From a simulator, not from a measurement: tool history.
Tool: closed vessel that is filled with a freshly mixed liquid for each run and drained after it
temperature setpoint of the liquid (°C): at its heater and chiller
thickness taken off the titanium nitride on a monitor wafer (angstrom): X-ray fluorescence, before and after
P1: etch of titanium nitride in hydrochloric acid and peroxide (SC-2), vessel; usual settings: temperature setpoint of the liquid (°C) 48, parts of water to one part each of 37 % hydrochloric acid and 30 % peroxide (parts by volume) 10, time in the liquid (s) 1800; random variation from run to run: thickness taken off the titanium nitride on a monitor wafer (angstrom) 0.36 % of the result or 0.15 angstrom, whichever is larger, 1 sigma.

run,hour,temperature setpoint of the liquid (°C),parts of water to one part each of 37 % hydrochloric acid and 30 % peroxide (parts by volume),time in the liquid (s),hours since the thermometer was replaced,hours since the chemicals flow meter was replaced,hours since the drum of peroxide was connected,thickness taken off the titanium nitride on a monitor wafer (angstrom)
1,9.2,48,10,1800,472.7,347.3,224.4,218.01
2,25.5,48,10,1800,489,363.6,240.7,217.57
3,40.4,48,15,3040,503.9,378.5,255.6,260.38
4,56.4,35,10,1800,519.9,394.5,271.6,87.153
5,66.5,48,10,1800,530,404.6,281.7,218.81
6,81.4,48,10,1800,544.9,419.5,296.6,218.08
7,96.1,48,10,1800,559.6,434.2,311.3,219.72
8,107.9,48,10,1800,571.4,446,323.1,218.58
9,119.2,48,4,1800,582.7,457.3,334.4,436.95
10,132,48,17.5,1800,595.5,470.1,347.2,134.43
11,142.5,48,10,3240,606,480.6,357.7,391.95
12,158.6,48,10,205,622.1,496.7,373.8,24.719
13,173.5,62.5,10,1800,637,511.6,388.7,554.09
14,182.2,48,10,1800,645.7,520.3,397.4,218.42
15,194.9,48,10,1800,658.4,533,410.1,212.18

The next listed run, before its measurement:
16,210,48,10,1800,673.5,548.1,425.2,?

Run 16 gave thickness taken off the titanium nitride on a monitor wafer (angstrom) 205.61.
